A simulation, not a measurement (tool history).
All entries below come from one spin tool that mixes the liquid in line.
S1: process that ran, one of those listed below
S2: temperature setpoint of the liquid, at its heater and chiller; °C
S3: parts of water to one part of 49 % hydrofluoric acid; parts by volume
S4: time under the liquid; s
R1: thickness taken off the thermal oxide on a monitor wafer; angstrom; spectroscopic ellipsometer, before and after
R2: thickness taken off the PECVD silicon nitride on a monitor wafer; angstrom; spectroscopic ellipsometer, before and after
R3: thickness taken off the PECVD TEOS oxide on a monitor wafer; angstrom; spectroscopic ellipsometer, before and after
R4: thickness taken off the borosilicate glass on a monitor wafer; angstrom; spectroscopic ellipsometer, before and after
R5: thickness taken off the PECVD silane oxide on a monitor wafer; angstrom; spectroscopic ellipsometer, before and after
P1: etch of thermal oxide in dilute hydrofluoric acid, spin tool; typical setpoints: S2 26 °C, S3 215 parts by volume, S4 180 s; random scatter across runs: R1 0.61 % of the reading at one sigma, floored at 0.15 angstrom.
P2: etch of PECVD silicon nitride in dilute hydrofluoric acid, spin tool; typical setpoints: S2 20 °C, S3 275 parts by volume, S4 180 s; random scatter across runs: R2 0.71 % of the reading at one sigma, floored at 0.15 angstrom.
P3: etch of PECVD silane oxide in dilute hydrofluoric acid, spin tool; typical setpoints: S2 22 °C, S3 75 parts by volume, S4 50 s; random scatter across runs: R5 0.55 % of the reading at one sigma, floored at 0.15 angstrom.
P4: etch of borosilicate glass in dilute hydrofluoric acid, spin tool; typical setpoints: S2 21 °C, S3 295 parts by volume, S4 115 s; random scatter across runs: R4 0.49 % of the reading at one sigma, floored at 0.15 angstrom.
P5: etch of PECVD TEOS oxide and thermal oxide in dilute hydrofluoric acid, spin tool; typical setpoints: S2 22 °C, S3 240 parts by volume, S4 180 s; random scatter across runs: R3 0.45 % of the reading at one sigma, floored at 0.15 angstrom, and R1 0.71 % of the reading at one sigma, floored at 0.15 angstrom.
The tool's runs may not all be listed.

{"run": 1, "hour": 11.6, "S1": "P1", "S2": 26, "S3": 215, "S4": 180, "R1": 37.371}
{"run": 2, "hour": 19.3, "S1": "P2", "S2": 20, "S3": 275, "S4": 350, "R2": 56.204}
{"run": 3, "hour": 33.5, "S1": "P2", "S2": 20, "S3": 275, "S4": 180, "R2": 28.947}
{"run": 4, "hour": 48.1, "S1": "P5", "S2": 22, "S3": 240, "S4": 180, "R1": 29.089, "R3": 51.112}
{"run": 5, "hour": 63.3, "S1": "P4", "S2": 17, "S3": 295, "S4": 115, "R4": 87.139}
{"run": 6, "hour": 77.4, "S1": "P1", "S2": 26, "S3": 300, "S4": 180, "R1": 24.103}
{"run": 7, "hour": 86.9, "S1": "P5", "S2": 17, "S3": 240, "S4": 180, "R1": 24.321, "R3": 42.402}
{"run": 8, "hour": 96.9, "S1": "P4", "S2": 21, "S3": 295, "S4": 30, "R4": 26.176}
{"run": 9, "hour": 108.4, "S1": "P2", "S2": 26, "S3": 275, "S4": 180, "R2": 41.762}
{"run": 10, "hour": 123.3, "S1": "P1", "S2": 26, "S3": 215, "S4": 180, "R1": 37.326}
{"hour": 132.0, "done": "hydrofluoric acid flow meter replaced"}
{"run": 11, "hour": 135.1, "S1": "P2", "S2": 20, "S3": 50, "S4": 180, "R2": 150.65}
{"run": 12, "hour": 146.9, "S1": "P1", "S2": 30, "S3": 310, "S4": 180, "R1": 25.932}
{"run": 13, "hour": 158.4, "S1": "P5", "S2": 22, "S3": 425, "S4": 180, "R1": 14.22, "R3": 24.46}
{"run": 14, "hour": 173.2, "S1": "P5", "S2": 22, "S3": 240, "S4": 180, "R1": 29.608, "R3": 50.856}
{"run": 15, "hour": 186.3, "S1": "P1", "S2": 26, "S3": 215, "S4": 100, "R1": 20.595}
{"run": 16, "hour": 193.7, "S1": "P3", "S2": 30, "S3": 75, "S4": 50, "R5": 249.63}
{"run": 17, "hour": 200.6, "S1": "P1", "S2": 22, "S3": 215, "S4": 180, "R1": 32.372}
{"run": 18, "hour": 209.1, "S1": "P1", "S2": 33.5, "S3": 215, "S4": 180, "R1": 48.375}
{"run": 19, "hour": 221.9, "S1": "P1", "S2": 26, "S3": 215, "S4": 180, "R1": 37.505}
{"run": 20, "hour": 228.7, "S1": "P4", "S2": 21, "S3": 295, "S4": 115, "R4": 100.59}
{"run": 21, "hour": 243.4, "S1": "P1", "S2": 26, "S3": 215, "S4": 180, "R1": 36.937}
{"run": 22, "hour": 257.2, "S1": "P1", "S2": 26, "S3": 215, "S4": 285, "R1": 58.333}
{"run": 23, "hour": 265.9, "S1": "P1", "S2": 26, "S3": 215, "S4": 180, "R1": 36.941}
{"run": 24, "hour": 277.3, "S1": "P4", "S2": 21, "S3": 295, "S4": 115, "R4": 100.94}
{"run": 25, "hour": 288.8, "S1": "P3", "S2": 22, "S3": 75, "S4": 15, "R5": 54.469}
{"run": 26, "hour": 297.3, "S1": "P3", "S2": 22, "S3": 75, "S4": 50, "R5": 181.41}
{"run": 27, "hour": 310.0, "S1": "P3", "S2": 22, "S3": 45, "S4": 50, "R5": 314.99}
{"run": 28, "hour": 321.9, "S1": "P1", "S2": 26, "S3": 215, "S4": 180, "R1": 37.189}
{"run": 29, "hour": 333.2, "S1": "P1", "S2": 26, "S3": 90, "S4": 180, "R1": 103.6}
{"run": 30, "hour": 345.2, "S1": "P5", "S2": 22, "S3": 240, "S4": 365, "R1": 59.599, "R3": 103.31}
{"run": 31, "hour": 356.3, "S1": "P4", "S2": 21, "S3": 140, "S4": 115, "R4": 246.59}
{"run": 32, "hour": 368.2, "S1": "P1", "S2": 26, "S3": 215, "S4": 180, "R1": 37.807}
{"run": 33, "hour": 379.5, "S1": "P1", "S2": 26, "S3": 215, "S4": 180, "R1": 34.936}
{"run": 34, "hour": 386.6, "S1": "P1", "S2": 26, "S3": 215, "S4": 180, "R1": 35.142}
{"run": 35, "hour": 393.8, "S1": "P1", "S2": 26, "S3": 215, "S4": 180, "R1": 34.761}
{"run": 36, "hour": 405.4, "S1": "P1", "S2": 26, "S3": 215, "S4": 180, "R1": 34.778}
{"run": 37, "hour": 412.4, "S1": "P1", "S2": 26, "S3": 215, "S4": 180, "R1": 34.09}
{"run": 38, "hour": 426.4, "S1": "P1", "S2": 26, "S3": 215, "S4": 180, "R1": 34.099}

What P1 gives has crept off from where it sat before. The 2 causes that follow fit the log equally well, each at the size noted:
A: liquid colder than its thermometer reads (K) = 2.21
B: hydrofluoric acid flow below the setpoint (%) = 6.22
The process output started creeping at around hour 368.2.

Question marks stand in for the results of the 4 check runs listed below, each run on one wafer. Under which run would the listed causes show clearly different results?
{"run": "check 1", "hour": 440.4, "S1": "P5", "S2": 17, "S3": 240, "S4": 340, "R1": "?", "R3": "?"}
{"run": "check 2", "hour": 440.4, "S1": "P3", "S2": 30, "S3": 75, "S4": 20, "R5": "?"}
{"run": "check 3", "hour": 440.4, "S1": "P4", "S2": 17, "S3": 295, "S4": 50, "R4": "?"}
{"run": "check 4", "hour": 440.4, "S1": "P2", "S2": 20, "S3": 100, "S4": 315, "R2": "?"}

Predicted outcomes, by check and by cause:
check=check_1 result=R1 if_A=42.257 if_B=42.65
check=check_1 result=R3 if_A=73.109 if_B=73.788
check=check_2 result=R5 if_A=91.332 if_B=92.627
check=check_3 result=R4 if_A=34.812 if_B=34.97
check=check_4 result=R2 if_A=115.33 if_B=126.09
Minimum pairwise separation of causes per check, each pair taken at its best-separating result: check 1 0.93 %; check 2 1.41 %; check 3 0.45 %; check 4 8.92 %
The other checks would show nearly matching results whichever cause is true, so check 4 is the only one that separates the causes.

Then check 4 was run and gave: R2 125.32 angstrom. Which cause is it?

The cause is B: hydrofluoric acid flow below the setpoint (%).
